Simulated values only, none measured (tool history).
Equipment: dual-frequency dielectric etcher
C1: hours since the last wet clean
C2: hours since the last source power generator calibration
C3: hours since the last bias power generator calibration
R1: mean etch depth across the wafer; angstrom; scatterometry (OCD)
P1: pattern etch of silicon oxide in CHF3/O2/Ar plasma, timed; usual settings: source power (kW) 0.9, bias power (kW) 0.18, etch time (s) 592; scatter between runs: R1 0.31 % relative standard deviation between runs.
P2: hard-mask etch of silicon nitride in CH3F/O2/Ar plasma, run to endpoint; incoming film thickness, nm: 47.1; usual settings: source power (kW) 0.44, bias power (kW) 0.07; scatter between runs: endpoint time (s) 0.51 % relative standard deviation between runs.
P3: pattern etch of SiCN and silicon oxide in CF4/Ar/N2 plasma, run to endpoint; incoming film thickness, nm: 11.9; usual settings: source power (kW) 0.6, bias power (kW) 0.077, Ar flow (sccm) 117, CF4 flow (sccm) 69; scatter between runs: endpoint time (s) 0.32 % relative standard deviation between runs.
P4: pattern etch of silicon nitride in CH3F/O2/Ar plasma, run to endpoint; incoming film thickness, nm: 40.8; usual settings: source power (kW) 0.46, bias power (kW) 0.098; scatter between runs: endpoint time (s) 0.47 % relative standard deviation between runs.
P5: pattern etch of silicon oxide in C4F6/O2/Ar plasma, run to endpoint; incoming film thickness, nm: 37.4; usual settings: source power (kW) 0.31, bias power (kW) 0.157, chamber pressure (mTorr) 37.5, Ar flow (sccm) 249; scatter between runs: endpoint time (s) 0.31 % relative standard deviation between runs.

run 1 day=0.183 | process_that_ran=P1 source_power_(kW)=0.9 bias_power_(kW)=0.18 etch_time_(s)=592 | C1=60.4 C2=1539.3 C3=966.8 | R1=13830
run 2 day=0.479 | process_that_ran=P3 source_power_(kW)=0.6 bias_power_(kW)=0.046 Ar_flow_(sccm)=117 CF4_flow_(sccm)=69 | C1=67.5 C2=1546.4 C3=973.9 | endpoint_time_(s)=12.351
run 3 day=0.758 | process_that_ran=P5 source_power_(kW)=0.31 bias_power_(kW)=0.106 Ar_flow_(sccm)=249 chamber_pressure_(mTorr)=37.5 | C1=74.2 C2=1553.1 C3=980.6 | endpoint_time_(s)=15.185
run 4 day=1.079 | process_that_ran=P1 source_power_(kW)=0.76 bias_power_(kW)=0.248 etch_time_(s)=592 | C1=81.9 C2=1560.8 C3=988.3 | R1=14588
run 5 day=1.358 | process_that_ran=P3 source_power_(kW)=0.6 bias_power_(kW)=0.077 Ar_flow_(sccm)=81 CF4_flow_(sccm)=69 | C1=88.6 C2=1567.5 C3=995 | endpoint_time_(s)=9.9164
run 6 day=1.521 | process_that_ran=P3 source_power_(kW)=0.6 bias_power_(kW)=0.077 Ar_flow_(sccm)=117 CF4_flow_(sccm)=98 | C1=92.5 C2=1571.4 C3=998.9 | endpoint_time_(s)=9.8488
run 7 day=1.696 | process_that_ran=P2 source_power_(kW)=0.44 bias_power_(kW)=0.07 | C1=96.7 C2=1575.6 C3=1003.1 | endpoint_time_(s)=66.518
run 8 day=1.992 | process_that_ran=P2 source_power_(kW)=0.44 bias_power_(kW)=0.07 | C1=103.8 C2=1582.7 C3=1010.2 | endpoint_time_(s)=66.447
run 9 day=2.312 | process_that_ran=P1 source_power_(kW)=0.7 bias_power_(kW)=0.18 etch_time_(s)=592 | C1=111.5 C2=1590.4 C3=1017.9 | R1=12538
run 10 day=2.492 | process_that_ran=P4 source_power_(kW)=0.46 bias_power_(kW)=0.098 | C1=115.8 C2=1594.7 C3=1022.2 | endpoint_time_(s)=50.195
run 11 day=2.712 | process_that_ran=P1 source_power_(kW)=0.9 bias_power_(kW)=0.18 etch_time_(s)=592 | C1=121.1 C2=1600 C3=1027.5 | R1=13829
run 12 day=2.988 | process_that_ran=P5 source_power_(kW)=0.31 bias_power_(kW)=0.157 Ar_flow_(sccm)=249 chamber_pressure_(mTorr)=37.5 | C1=127.7 C2=1606.6 C3=1034.1 | endpoint_time_(s)=13.505
run 13 day=3.142 | process_that_ran=P5 source_power_(kW)=0.39 bias_power_(kW)=0.157 Ar_flow_(sccm)=249 chamber_pressure_(mTorr)=37.5 | C1=131.4 C2=1610.3 C3=1037.8 | endpoint_time_(s)=12.432
run 14 day=3.4 | process_that_ran=P4 source_power_(kW)=0.28 bias_power_(kW)=0.098 | C1=137.6 C2=1616.5 C3=1044 | endpoint_time_(s)=60.525
run 15 day=3.646 | process_that_ran=P1 source_power_(kW)=0.9 bias_power_(kW)=0.18 etch_time_(s)=592 | C1=143.5 C2=1622.4 C3=1049.9 | R1=13923
run 16 day=3.804 | process_that_ran=P1 source_power_(kW)=0.9 bias_power_(kW)=0.118 etch_time_(s)=592 | C1=147.3 C2=1626.2 C3=1053.7 | R1=12117
run 17 day=4.154 | process_that_ran=P4 source_power_(kW)=0.46 bias_power_(kW)=0.098 | C1=155.7 C2=1634.6 C3=1062.1 | endpoint_time_(s)=50.181
run 18 day=4.358 | process_that_ran=P4 source_power_(kW)=0.46 bias_power_(kW)=0.127 | C1=160.6 C2=1639.5 C3=1067 | endpoint_time_(s)=45.218
run 19 day=4.675 | process_that_ran=P1 source_power_(kW)=0.9 bias_power_(kW)=0.18 etch_time_(s)=874 | C1=168.2 C2=1647.1 C3=1074.6 | R1=20417
run 20 day=5.004 | process_that_ran=P1 source_power_(kW)=0.9 bias_power_(kW)=0.18 etch_time_(s)=592 | C1=176.1 C2=1655 C3=1082.5 | R1=13885
run 21 day=5.242 | process_that_ran=P3 source_power_(kW)=0.6 bias_power_(kW)=0.077 Ar_flow_(sccm)=117 CF4_flow_(sccm)=69 | C1=181.8 C2=1660.7 C3=1088.2 | endpoint_time_(s)=10.395
run 22 day=5.479 | process_that_ran=P2 source_power_(kW)=0.44 bias_power_(kW)=0.046 | C1=187.5 C2=1666.4 C3=1093.9 | endpoint_time_(s)=76.23
run 23 day=5.825 | process_that_ran=P1 source_power_(kW)=0.9 bias_power_(kW)=0.18 etch_time_(s)=387 | C1=195.8 C2=1674.7 C3=1102.2 | R1=9054.4
run 24 day=6.05 | process_that_ran=P3 source_power_(kW)=0.84 bias_power_(kW)=0.077 Ar_flow_(sccm)=117 CF4_flow_(sccm)=69 | C1=201.2 C2=1680.1 C3=1107.6 | endpoint_time_(s)=7.7396
run 25 day=6.396 | process_that_ran=P5 source_power_(kW)=0.31 bias_power_(kW)=0.157 Ar_flow_(sccm)=153 chamber_pressure_(mTorr)=37.5 | C1=209.5 C2=1688.4 C3=1115.9 | endpoint_time_(s)=12.898
run 26 day=6.7 | process_that_ran=P1 source_power_(kW)=1.12 bias_power_(kW)=0.18 etch_time_(s)=727.5 | C1=216.8 C2=1695.7 C3=1123.2 | R1=18551
run 27 day=7.012 | process_that_ran=P1 source_power_(kW)=0.9 bias_power_(kW)=0.18 etch_time_(s)=592 | C1=224.3 C2=1703.2 C3=1130.7 | R1=13874
run 28 day=7.3 | process_that_ran=P5 source_power_(kW)=0.31 bias_power_(kW)=0.157 Ar_flow_(sccm)=249 chamber_pressure_(mTorr)=37.5 | C1=231.2 C2=1710.1 C3=1137.6 | endpoint_time_(s)=13.524
run 29 day=7.579 | process_that_ran=P1 source_power_(kW)=0.9 bias_power_(kW)=0.18 etch_time_(s)=592 | C1=237.9 C2=1716.8 C3=1144.3 | R1=13823
run 30 day=7.746 | process_that_ran=P2 source_power_(kW)=0.28 bias_power_(kW)=0.07 | C1=241.9 C2=1720.8 C3=1148.3 | endpoint_time_(s)=78.463
run 31 day=8.092 | process_that_ran=P5 source_power_(kW)=0.31 bias_power_(kW)=0.157 Ar_flow_(sccm)=249 chamber_pressure_(mTorr)=49 | C1=250.2 C2=1729.1 C3=1156.6 | endpoint_time_(s)=14.052
run 32 day=8.421 | process_that_ran=P1 source_power_(kW)=0.9 bias_power_(kW)=0.252 etch_time_(s)=592 | C1=258.1 C2=1737 C3=1164.5 | R1=15419
run 33 day=8.579 | process_that_ran=P1 source_power_(kW)=1.09 bias_power_(kW)=0.18 etch_time_(s)=592 | C1=261.9 C2=1740.8 C3=1168.3 | R1=14870
run 34 day=8.854 | process_that_ran=P1 source_power_(kW)=0.9 bias_power_(kW)=0.18 etch_time_(s)=592 | C1=268.5 C2=1747.4 C3=1174.9 | R1=13829
run 35 day=9.033 | process_that_ran=P1 source_power_(kW)=0.9 bias_power_(kW)=0.18 etch_time_(s)=592 | C1=272.8 C2=1751.7 C3=1179.2 | R1=13980
run 36 day=9.225 | process_that_ran=P1 source_power_(kW)=0.9 bias_power_(kW)=0.18 etch_time_(s)=592 | C1=277.4 C2=1756.3 C3=1183.8 | R1=13926
run 37 day=9.417 | process_that_ran=P1 source_power_(kW)=0.9 bias_power_(kW)=0.18 etch_time_(s)=592 | C1=282 C2=1760.9 C3=1188.4 | R1=13985
run 38 day=9.633 | process_that_ran=P1 source_power_(kW)=0.9 bias_power_(kW)=0.18 etch_time_(s)=592 | C1=287.2 C2=1766.1 C3=1193.6 | R1=13971
run 39 day=9.954 | process_that_ran=P1 source_power_(kW)=0.9 bias_power_(kW)=0.18 etch_time_(s)=592 | C1=294.9 C2=1773.8 C3=1201.3 | R1=14030
-- day=10.146 wet clean of the chamber
run 40 day=10.158 | process_that_ran=P1 source_power_(kW)=0.9 bias_power_(kW)=0.18 etch_time_(s)=592 | C1=0.3 C2=1778.7 C3=1206.2 | R1=14041
run 41 day=10.483 | process_that_ran=P1 source_power_(kW)=0.9 bias_power_(kW)=0.18 etch_time_(s)=592 | C1=8.1 C2=1786.5 C3=1214 | R1=14154
run 42 day=10.788 | process_that_ran=P1 source_power_(kW)=0.9 bias_power_(kW)=0.18 etch_time_(s)=592 | C1=15.4 C2=1793.8 C3=1221.3 | R1=14121
run 43 day=11.046 | process_that_ran=P1 source_power_(kW)=0.9 bias_power_(kW)=0.18 etch_time_(s)=592 | C1=21.6 C2=1800 C3=1227.5 | R1=14074
run 44 day=11.217 | process_that_ran=P1 source_power_(kW)=0.9 bias_power_(kW)=0.18 etch_time_(s)=592 | C1=25.7 C2=1804.1 C3=1231.6 | R1=14105
run 45 day=11.383 | process_that_ran=P1 source_power_(kW)=0.9 bias_power_(kW)=0.18 etch_time_(s)=592 | C1=29.7 C2=1808.1 C3=1235.6 | R1=14048

The log shows P1 creeping away from where it was. Any of the 2 causes listed here, at the size stated for it, fits the log just as well as the others:
A: bias power that arrives over what is set, % = 4.86
B: source power that arrives over what is set, % = 4.12
The gradual shift began around day 8.854.
All other causes, with the reason each is excluded:
chamber walls in a state that raises the etch rate, %: serviced after onset, at day 10.146, with no recovery of the prior output

Which of the check runs below tells the causes apart, meaning the causes would give it clearly different results? Each run uses 2 wafers whose results are averaged, and each result is shown as a question mark.
run check 1 day=11.55 | process_that_ran=P4 source_power_(kW)=0.29 bias_power_(kW)=0.098 | endpoint_time_(s)=?
run check 2 day=11.55 | process_that_ran=P2 source_power_(kW)=0.29 bias_power_(kW)=0.058 | endpoint_time_(s)=?
run check 3 day=11.55 | process_that_ran=P5 source_power_(kW)=0.31 bias_power_(kW)=0.157 Ar_flow_(sccm)=213 chamber_pressure_(mTorr)=37.5 | endpoint_time_(s)=?
run check 4 day=11.55 | process_that_ran=P3 source_power_(kW)=0.6 bias_power_(kW)=0.049 Ar_flow_(sccm)=117 CF4_flow_(sccm)=69 | endpoint_time_(s)=?

Outcome of each check run for each possible cause:
check=check_1 result=endpoint_time_(s) if_A=58.276 if_B=58.441
check=check_2 result=endpoint_time_(s) if_A=81.727 if_B=81.771
check=check_3 result=endpoint_time_(s) if_A=13.133 if_B=13.121
check=check_4 result=endpoint_time_(s) if_A=11.936 if_B=11.684
Separation of the two closest causes in each check, using whichever result separates them best: check 1 0.28 %; check 2 0.05 %; check 3 0.09 %; check 4 2.13 %
Check 4 tells the causes apart: in the others they would give nearly the same result.

After running check 4, the following was obtained: endpoint time (s) 11.958. Which cause does this point to?

It was cause A: bias power that arrives over what is set, %.
